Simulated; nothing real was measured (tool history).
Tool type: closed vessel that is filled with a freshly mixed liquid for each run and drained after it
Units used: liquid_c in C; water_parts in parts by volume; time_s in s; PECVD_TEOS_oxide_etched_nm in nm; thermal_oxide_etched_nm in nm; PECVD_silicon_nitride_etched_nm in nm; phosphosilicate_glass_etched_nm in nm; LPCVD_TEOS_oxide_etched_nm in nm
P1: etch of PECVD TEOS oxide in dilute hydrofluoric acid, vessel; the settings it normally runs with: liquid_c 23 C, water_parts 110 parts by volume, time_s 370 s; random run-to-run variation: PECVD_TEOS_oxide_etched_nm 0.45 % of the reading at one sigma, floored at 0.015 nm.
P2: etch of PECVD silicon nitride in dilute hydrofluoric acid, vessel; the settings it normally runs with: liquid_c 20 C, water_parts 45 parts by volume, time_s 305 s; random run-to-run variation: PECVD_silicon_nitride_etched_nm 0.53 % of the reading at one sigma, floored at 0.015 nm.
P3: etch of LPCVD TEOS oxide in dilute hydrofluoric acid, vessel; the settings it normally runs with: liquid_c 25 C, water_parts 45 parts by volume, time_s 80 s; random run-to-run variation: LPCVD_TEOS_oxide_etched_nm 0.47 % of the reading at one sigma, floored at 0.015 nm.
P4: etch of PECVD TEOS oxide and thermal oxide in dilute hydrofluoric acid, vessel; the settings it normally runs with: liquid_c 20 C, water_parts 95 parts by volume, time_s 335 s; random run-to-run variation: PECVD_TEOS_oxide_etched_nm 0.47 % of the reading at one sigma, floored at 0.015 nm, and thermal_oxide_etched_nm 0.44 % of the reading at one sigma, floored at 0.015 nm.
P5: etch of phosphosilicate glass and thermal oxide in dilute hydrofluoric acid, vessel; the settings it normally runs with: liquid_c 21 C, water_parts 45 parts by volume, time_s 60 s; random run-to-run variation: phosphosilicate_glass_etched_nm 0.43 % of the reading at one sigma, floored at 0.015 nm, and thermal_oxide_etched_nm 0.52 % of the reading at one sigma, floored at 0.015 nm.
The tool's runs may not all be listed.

run	hour	process	liquid_c	water_parts	time_s	hours since the thermometer was replaced	hours since the hydrofluoric acid flow meter was replaced	PECVD_TEOS_oxide_etched_nm	thermal_oxide_etched_nm	PECVD_silicon_nitride_etched_nm	phosphosilicate_glass_etched_nm	LPCVD_TEOS_oxide_etched_nm
1	8.8	P1	23	110	370	1635.1	570.1	35.003				
2	17.1	P1	17	110	370	1643.4	578.4	27.335				
3	23.2	P1	23	70	30	1649.5	584.5	4.6803				
4	27.8	P1	23	110	140	1654.1	589.1	13.276				
# hour 30: hydrofluoric acid flow meter replaced
5	32.6	P4	20	35	335	1658.9	2.6	75.156	43.925			
6	42.5	P2	20	25	305	1668.8	12.5			46.885		
7	48.1	P4	20	95	335	1674.4	18.1	25.794	15.097			
8	57.6	P5	21	45	110	1683.9	27.6		11.092		165.43	
9	67.1	P1	17	75	370	1693.4	37.1	41.951				
10	73.1	P2	20	45	90	1699.4	43.1			7.8102		
11	80.9	P3	17	45	80	1707.2	50.9					23.386
12	88.5	P3	25	45	30	1714.8	58.5					12.273
13	94.1	P4	20	95	335	1720.4	64.1	25.668	14.933			
14	99.3	P1	23	40	370	1725.6	69.3	104.58				
15	105.6	P1	23	110	370	1731.9	75.6	35.335				
16	115.6	P1	23	110	370	1741.9	85.6	34.743				
17	123	P2	20	45	305	1749.3	93			26.611		
18	131.9	P1	23	155	370	1758.2	101.9	23.824				
19	136.9	P3	25	45	80	1763.2	106.9					33.066
20	146.8	P5	21	75	60	1773.1	116.8		3.4824		51.905	
21	156	P5	28.5	45	60	1782.3	126		8.2305		122.89	
22	160.4	P4	17	95	335	1786.7	130.4	22.749	13.207			
23	167.9	P1	23	110	560	1794.2	137.9	52.866				
24	176.1	P1	23	110	370	1802.4	146.1	35.082				
25	182	P3	25	30	80	1808.3	152					50.55
26	186.8	P5	21	45	60	1813.1	156.8		6.0016		90.112	

Run 27 has not been measured yet. What should we expect?
27	196	P1	17	110	610	1822.3	166	?				

PECVD_TEOS_oxide_etched_nm: 44.948 nm

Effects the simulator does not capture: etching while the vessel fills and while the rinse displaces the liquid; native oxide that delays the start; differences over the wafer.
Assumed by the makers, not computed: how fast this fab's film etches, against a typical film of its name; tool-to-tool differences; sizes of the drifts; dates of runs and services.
